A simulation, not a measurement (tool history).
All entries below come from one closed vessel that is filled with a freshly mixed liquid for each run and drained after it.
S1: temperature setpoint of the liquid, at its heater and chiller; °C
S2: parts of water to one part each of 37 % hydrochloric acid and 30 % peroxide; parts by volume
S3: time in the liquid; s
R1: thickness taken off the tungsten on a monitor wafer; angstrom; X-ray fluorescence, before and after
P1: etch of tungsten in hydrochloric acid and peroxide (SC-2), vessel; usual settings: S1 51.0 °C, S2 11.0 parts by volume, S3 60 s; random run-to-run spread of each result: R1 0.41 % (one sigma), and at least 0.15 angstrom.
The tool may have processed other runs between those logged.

run 1 hour=6.7 | S1=51.0 S2=11.0 S3=60 | R1=107.780
run 2 hour=15.2 | S1=37.5 S2=11.0 S3=30 | R1=21.528
run 3 hour=22.4 | S1=51.0 S2=11.0 S3=115 | R1=207.110
run 4 hour=34.3 | S1=51.0 S2=11.0 S3=30 | R1=54.067
run 5 hour=45.6 | S1=51.0 S2=11.0 S3=60 | R1=107.890
run 6 hour=57.7 | S1=51.0 S2=4.5 S3=60 | R1=215.750
run 7 hour=66.4 | S1=51.0 S2=20.0 S3=60 | R1=64.268
run 8 hour=75.6 | S1=63.0 S2=11.0 S3=60 | R1=233.510
run 9 hour=84.1 | S1=57.5 S2=11.0 S3=90 | R1=248.780
run 10 hour=93.3 | S1=51.0 S2=11.0 S3=60 | R1=108.830
run 11 hour=99.1 | S1=64.0 S2=5.5 S3=60 | R1=430.420
run 12 hour=110.5 | S1=51.0 S2=11.0 S3=60 | R1=107.960
run 13 hour=118.5 | S1=36.0 S2=11.0 S3=60 | R1=37.742
run 14 hour=129.9 | S1=51.0 S2=11.0 S3=60 | R1=108.050
run 15 hour=136.8 | S1=51.0 S2=11.0 S3=60 | R1=104.110
run 16 hour=148.3 | S1=51.0 S2=11.0 S3=60 | R1=100.810
run 17 hour=158.5 | S1=51.0 S2=11.0 S3=60 | R1=100.170
-- hour=163.3 new drum of peroxide connected
run 18 hour=164.2 | S1=51.0 S2=11.0 S3=60 | R1=99.178
run 19 hour=173.2 | S1=51.0 S2=11.0 S3=60 | R1=99.399
run 20 hour=180.8 | S1=51.0 S2=11.0 S3=60 | R1=99.077

P1 no longer gives what it gave before; its output has crept away from where it was. The following 2 causes, each at its listed size, fit the log equally well:
A: chemicals flow below the setpoint (%) = 9.61
B: liquid colder than its thermometer reads (K) = 1.3
The gradual shift began around hour 129.9.
The rest of the possible causes, and what rules out each one:
peroxide weaker than its label (%): serviced after onset, at hour 163.3, with no recovery of the prior output

Which of the 4 check runs listed below, each an average over 3 wafers with its results shown as question marks, gives clearly different results under the different listed causes?
run check 1 hour=188.4 | S1=45.5 S2=15.0 S3=60 | R1=?
run check 2 hour=188.4 | S1=51.0 S2=18.0 S3=110 | R1=?
run check 3 hour=188.4 | S1=38.0 S2=5.0 S3=60 | R1=?
run check 4 hour=188.4 | S1=44.5 S2=19.5 S3=60 | R1=?

What each check would give under each cause:
check=check_1 result=R1 if_A=52.256 if_B=52.264
check=check_2 result=R1 if_A=117.780 if_B=118.360
check=check_3 result=R1 if_A=76.187 if_B=74.631
check=check_4 result=R1 if_A=38.480 if_B=38.556
Minimum pairwise separation of causes per check, each pair taken at its best-separating result: check 1 0.02 %; check 2 0.49 %; check 3 2.06 %; check 4 0.2 %
Only check 3 tells the causes apart: in the others they would give nearly the same result.

Check 3 has now been run. It gave: R1 75.984 angstrom. Which of the candidate causes is it?

It was cause A: chemicals flow below the setpoint (%).
